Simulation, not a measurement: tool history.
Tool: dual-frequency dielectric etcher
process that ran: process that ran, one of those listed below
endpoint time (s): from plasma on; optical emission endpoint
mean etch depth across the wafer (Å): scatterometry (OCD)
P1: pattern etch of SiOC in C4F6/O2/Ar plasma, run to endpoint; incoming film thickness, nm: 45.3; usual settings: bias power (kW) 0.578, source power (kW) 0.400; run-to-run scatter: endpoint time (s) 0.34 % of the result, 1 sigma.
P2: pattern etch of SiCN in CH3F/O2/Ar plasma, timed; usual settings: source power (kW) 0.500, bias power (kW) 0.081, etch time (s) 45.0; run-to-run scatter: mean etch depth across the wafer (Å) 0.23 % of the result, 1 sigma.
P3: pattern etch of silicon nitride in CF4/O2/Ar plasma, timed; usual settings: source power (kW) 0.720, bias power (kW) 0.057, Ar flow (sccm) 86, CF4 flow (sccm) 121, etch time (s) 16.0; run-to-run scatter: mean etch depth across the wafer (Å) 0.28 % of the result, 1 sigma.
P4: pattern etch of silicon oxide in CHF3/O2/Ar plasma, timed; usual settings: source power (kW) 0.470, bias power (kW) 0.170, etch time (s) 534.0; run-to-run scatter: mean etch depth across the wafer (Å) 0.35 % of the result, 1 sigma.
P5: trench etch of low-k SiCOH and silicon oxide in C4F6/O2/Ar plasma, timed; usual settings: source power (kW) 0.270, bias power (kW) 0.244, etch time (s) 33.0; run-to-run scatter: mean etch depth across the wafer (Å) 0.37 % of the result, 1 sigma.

run	hour	process that ran	bias power (kW)	source power (kW)	Ar flow (sccm)	CF4 flow (sccm)	etch time (s)	hours since the last wet clean	hours since the last bias power generator calibration	hours since the last source power generator calibration	endpoint time (s)	mean etch depth across the wafer (Å)
1	8.2	P1	0.578	0.400				430.1	469.5	2714.4	14.172	
2	18.8	P3	0.057	0.720	86	121	16.0	440.7	480.1	2725.0		444.62
3	35.3	P1	0.756	0.400				457.2	496.6	2741.5	12.732	
4	44.2	P3	0.057	0.720	122	121	16.0	466.1	505.5	2750.4		428.53
5	56.2	P1	0.578	0.400				478.1	517.5	2762.4	14.142	
6	65.1	P2	0.081	0.500			45.0	487.0	526.4	2771.3		194.20
7	74.1	P1	0.415	0.400				496.0	535.4	2780.3	15.967	
8	85.3	P5	0.244	0.390			33.0	507.2	546.6	2791.5		1130.50
9	100.5	P4	0.132	0.470			534.0	522.4	561.8	2806.7		8710.60
10	114.2	P4	0.170	0.330			534.0	536.1	575.5	2820.4		8269.60
11	124.1	P2	0.048	0.500			45.0	546.0	585.4	2830.3		162.87
12	134.6	P2	0.081	0.700			45.0	556.5	595.9	2840.8		220.61
13	147.5	P3	0.057	0.720	86	87	16.0	569.4	608.8	2853.7		429.35
14	155.8	P3	0.057	0.720	86	121	9.0	577.7	617.1	2862.0		251.22
15	166.5	P1	0.578	0.400				588.4	627.8	2872.7	14.082	
16	177.5	P1	0.803	0.260				599.4	638.8	2883.7	14.550	
17	194.1	P3	0.057	1.000	86	121	16.0	616.0	655.4	2900.3		592.17
18	207.1	P1	0.578	0.400				629.0	668.4	2913.3	14.149	
19	219.0	P3	0.078	0.720	86	121	16.0	640.9	680.3	2925.2		500.55
20	229.0	P2	0.081	0.500			27.5	650.9	690.3	2935.2		118.29
21	246.0	P3	0.057	0.720	86	121	16.0	667.9	707.3	2952.2		448.56
22	262.5	P5	0.244	0.270			33.0	684.4	723.8	2968.7		986.79
23	277.3	P1	0.578	0.290				699.2	738.6	2983.5	16.042	
24	293.8	P1	0.578	0.400				715.7	755.1	3000.0	14.226	
25	307.1	P1	0.468	0.480				729.0	768.4	3013.3	14.423	
26	324.2	P5	0.244	0.270			49.5	746.1	785.5	3030.4		1468.20
27	333.9	P4	0.170	0.470			534.0	755.8	795.2	3040.1		9426.70
28	346.9	P1	0.578	0.480				768.8	808.2	3053.1	13.276	
29	362.9	P5	0.339	0.270			33.0	784.8	824.2	3069.1		1104.00
30	374.1	P4	0.170	0.470			297.0	796.0	835.4	3080.3		5272.70
31	392.4	P1	0.578	0.400				814.3	853.7	3098.6	14.203	
32	408.0	P1	0.578	0.400				829.9	869.3	3114.2	14.173	
33	422.8	P1	0.578	0.400				844.7	884.1	3129.0	14.143	
34	439.2	P1	0.578	0.400				861.1	900.5	3145.4	14.035	
35	448.1	P1	0.578	0.400				870.0	909.4	3154.3	14.050	
36	462.2	P1	0.578	0.400				884.1	923.5	3168.4	13.970	
# hour 472.5: wet clean of the chamber
37	479.9	P1	0.578	0.400				7.5	941.2	3186.1	13.893	
38	492.2	P1	0.578	0.400				19.8	953.5	3198.4	13.944	
39	509.9	P1	0.578	0.400				37.5	971.2	3216.1	13.872	
40	518.6	P1	0.578	0.400				46.2	979.9	3224.8	13.943	
41	534.8	P1	0.578	0.400				62.4	996.1	3241.0	13.941	

What P1 gives has crept away from where it was. These 2 causes fit the log equally well, each at the size given:
A: bias power that arrives over what is set, % = 4.56
B: source power that arrives over what is set, % = 4.76
The creep began at about hour 408.0.
Why every other cause is out:
chamber walls in a state that raises the etch rate, %: serviced at hour 472.5, which brought nothing back

4 check runs are offered, one wafer each, their results left as question marks. Which one tells the causes apart?
check 1	551.0	P2	0.052	0.640			45.0					?
check 2	551.0	P4	0.170	0.340			299.0					?
check 3	551.0	P5	0.244	0.330			42.0					?
check 4	551.0	P3	0.077	0.720	86	121	16.0					?

What each check would give under each cause:
check	result	if A	if B
check 1	mean etch depth across the wafer (Å)	186.37	187.14
check 2	mean etch depth across the wafer (Å)	4758.00	4768.40
check 3	mean etch depth across the wafer (Å)	1371.20	1374.60
check 4	mean etch depth across the wafer (Å)	506.96	518.92
How far apart the two closest causes lie, in the result that separates them most: check 1 0.41 %; check 2 0.22 %; check 3 0.25 %; check 4 2.33 %
Only check 4 tells the causes apart: in the others they would give nearly the same result.

Check 4 was then run and gave: mean etch depth across the wafer (Å) 516.21. Which cause is it?

It is B: source power that arrives over what is set, %.

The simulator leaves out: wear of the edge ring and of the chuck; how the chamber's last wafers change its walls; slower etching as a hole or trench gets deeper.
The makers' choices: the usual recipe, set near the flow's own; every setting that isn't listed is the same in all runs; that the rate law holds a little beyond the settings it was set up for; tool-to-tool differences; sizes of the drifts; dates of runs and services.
